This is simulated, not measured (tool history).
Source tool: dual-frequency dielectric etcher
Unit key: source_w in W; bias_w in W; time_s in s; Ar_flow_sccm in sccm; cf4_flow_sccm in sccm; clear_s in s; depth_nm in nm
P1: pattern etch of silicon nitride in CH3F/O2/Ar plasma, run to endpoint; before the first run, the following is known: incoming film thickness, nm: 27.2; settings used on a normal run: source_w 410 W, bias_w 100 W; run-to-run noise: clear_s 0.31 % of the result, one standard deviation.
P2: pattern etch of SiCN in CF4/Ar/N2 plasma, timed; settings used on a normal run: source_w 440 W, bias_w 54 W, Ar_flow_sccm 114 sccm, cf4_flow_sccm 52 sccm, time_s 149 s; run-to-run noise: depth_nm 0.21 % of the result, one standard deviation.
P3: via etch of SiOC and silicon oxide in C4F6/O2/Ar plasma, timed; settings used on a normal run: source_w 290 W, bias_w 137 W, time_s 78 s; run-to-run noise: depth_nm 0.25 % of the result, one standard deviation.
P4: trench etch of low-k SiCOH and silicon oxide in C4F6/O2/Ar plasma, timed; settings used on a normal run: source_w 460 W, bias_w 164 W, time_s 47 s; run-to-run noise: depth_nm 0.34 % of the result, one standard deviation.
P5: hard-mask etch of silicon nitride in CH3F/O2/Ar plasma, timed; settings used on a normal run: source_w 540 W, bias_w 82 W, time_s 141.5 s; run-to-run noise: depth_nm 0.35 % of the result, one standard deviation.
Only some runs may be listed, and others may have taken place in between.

| run | hour | process | source_w | bias_w | time_s | Ar_flow_sccm | cf4_flow_sccm | hours since the last wet clean | hours since the last source power generator calibration | hours since the last bias power generator calibration | clear_s | depth_nm |
|---|---|---|---|---|---|---|---|---|---|---|---|---|
| 1 | 8.1 | P1 | 410 | 100 |  |  |  | 82.7 | 1168.3 | 1328.1 | 34.833 |  |
| 2 | 13.2 | P1 | 410 | 100 |  |  |  | 87.8 | 1173.4 | 1333.2 | 34.887 |  |
| 3 | 17.5 | P3 | 290 | 137 | 115 |  |  | 92.1 | 1177.7 | 1337.5 |  | 104.46 |
| 4 | 24.8 | P1 | 410 | 100 |  |  |  | 99.4 | 1185 | 1344.8 | 34.755 |  |
| 5 | 30.7 | P5 | 540 | 82 | 87.5 |  |  | 105.3 | 1190.9 | 1350.7 |  | 73.923 |
| 6 | 37.6 | P1 | 410 | 133 |  |  |  | 112.2 | 1197.8 | 1357.6 | 31.36 |  |
| 7 | 42 | P3 | 290 | 137 | 78 |  |  | 116.6 | 1202.2 | 1362 |  | 70.722 |
| 8 | 47.5 | P4 | 260 | 164 | 47 |  |  | 122.1 | 1207.7 | 1367.5 |  | 124.88 |
| 9 | 55.4 | P5 | 540 | 82 | 141.5 |  |  | 130 | 1215.6 | 1375.4 |  | 118.66 |
| 10 | 60.5 | P2 | 440 | 54 | 149 | 68 | 52 | 135.1 | 1220.7 | 1380.5 |  | 116.85 |
| 11 | 68.9 | P5 | 540 | 82 | 141.5 |  |  | 143.5 | 1229.1 | 1388.9 |  | 118.93 |
| 12 | 72.6 | P2 | 440 | 66 | 149 | 114 | 52 | 147.2 | 1232.8 | 1392.6 |  | 115.12 |
| 13 | 79.6 | P1 | 490 | 116 |  |  |  | 154.2 | 1239.8 | 1399.6 | 30.94 |  |
| 14 | 86.2 | P5 | 720 | 82 | 141.5 |  |  | 160.8 | 1246.4 | 1406.2 |  | 132.92 |
| 15 | 90 | P5 | 540 | 101 | 141.5 |  |  | 164.6 | 1250.2 | 1410 |  | 127.65 |
| 16 | 96.7 | P3 | 290 | 82 | 78 |  |  | 171.3 | 1256.9 | 1416.7 |  | 60.999 |
| 17 | 104 | P1 | 510 | 100 |  |  |  | 178.6 | 1264.2 | 1424 | 32.111 |  |
| 18 | 111.9 | P2 | 440 | 54 | 149 | 114 | 68 | 186.5 | 1272.1 | 1431.9 |  | 112.46 |

For run 19, what comes out?
| 19 | 117.1 | P4 | 460 | 164 | 36 |  |  | 191.7 | 1277.3 | 1437.1 |  | ? |

Run 19 came out at depth_nm 119.71 nm.
